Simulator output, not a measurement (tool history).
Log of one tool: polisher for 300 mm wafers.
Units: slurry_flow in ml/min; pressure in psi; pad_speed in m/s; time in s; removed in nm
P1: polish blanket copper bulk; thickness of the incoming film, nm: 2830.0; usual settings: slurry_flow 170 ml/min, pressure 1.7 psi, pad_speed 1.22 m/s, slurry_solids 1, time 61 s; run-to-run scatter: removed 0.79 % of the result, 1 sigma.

run,day,slurry_flow,pressure,pad_speed,slurry_solids,time,wafers polished on this pad,hours since the slurry nozzle was cleaned,hours since the head pressure was calibrated,hours since the slurry blender was calibrated,removed
1,0.146,170,1.7,1.22,1,61,576,73.4,448.1,222.5,441.15
2,0.417,170,1.7,0.78,1,61,641,79.9,454.6,229,277.09
3,0.583,170,1.7,1.22,1,61,681,83.9,458.6,233,434.58
4,0.888,250,1.7,1.22,1,61,753,91.2,465.9,240.3,460.17
5,1.058,170,1.7,1.22,0.5,61,794,95.3,470,244.4,383.22
6,1.204,170,1.7,1.22,1,61,829,98.8,473.5,247.9,434.72
7,1.512,170,1.7,1.22,1,82,903,106.2,480.9,255.3,590.9
8,1.762,170,1.7,1.22,1.45,61,963,112.2,486.9,261.3,472.08
9,2.054,245,1.1,1.22,1,61,1033,119.2,493.9,268.3,300.31
10,2.192,170,1.7,1.22,1,61,1066,122.5,497.2,271.6,435.96
11,2.442,170,1.7,1.22,1,61,1126,128.5,503.2,277.6,437.45
12,2.746,170,1.7,1.78,1,61,1199,135.8,510.5,284.9,635.48
13,2.967,170,2.5,1.22,1,61,1252,141.1,515.8,290.2,652.77
14,3.192,170,1.2,1.22,1,61,1305,146.5,521.2,295.6,308.18
15,3.333,110,1,1.22,1,61,1339,149.9,524.6,299,235.23
16,3.592,170,1.7,1.22,1,30,1401,156.1,530.8,305.2,213.64
17,3.821,115,1.7,1.22,1,61,1456,161.6,536.3,310.7,410.64
18,4.112,170,1.7,1.22,1,61,1526,168.6,543.3,317.7,433.1
19,4.308,170,1.7,1.22,1,61,1573,173.3,548,322.4,425.64
20,4.521,170,1.7,1.22,1,61,1624,178.4,553.1,327.5,414.24
21,4.725,170,1.7,1.22,1,61,1673,183.3,558,332.4,409.18

Forecast run 22:
# day 4.933: head pressure recalibrated
22,5.021,170,1.7,1.22,1,61,1744,190.4,2.2,339.5,?

Run 22 gave removed 405.78 nm.

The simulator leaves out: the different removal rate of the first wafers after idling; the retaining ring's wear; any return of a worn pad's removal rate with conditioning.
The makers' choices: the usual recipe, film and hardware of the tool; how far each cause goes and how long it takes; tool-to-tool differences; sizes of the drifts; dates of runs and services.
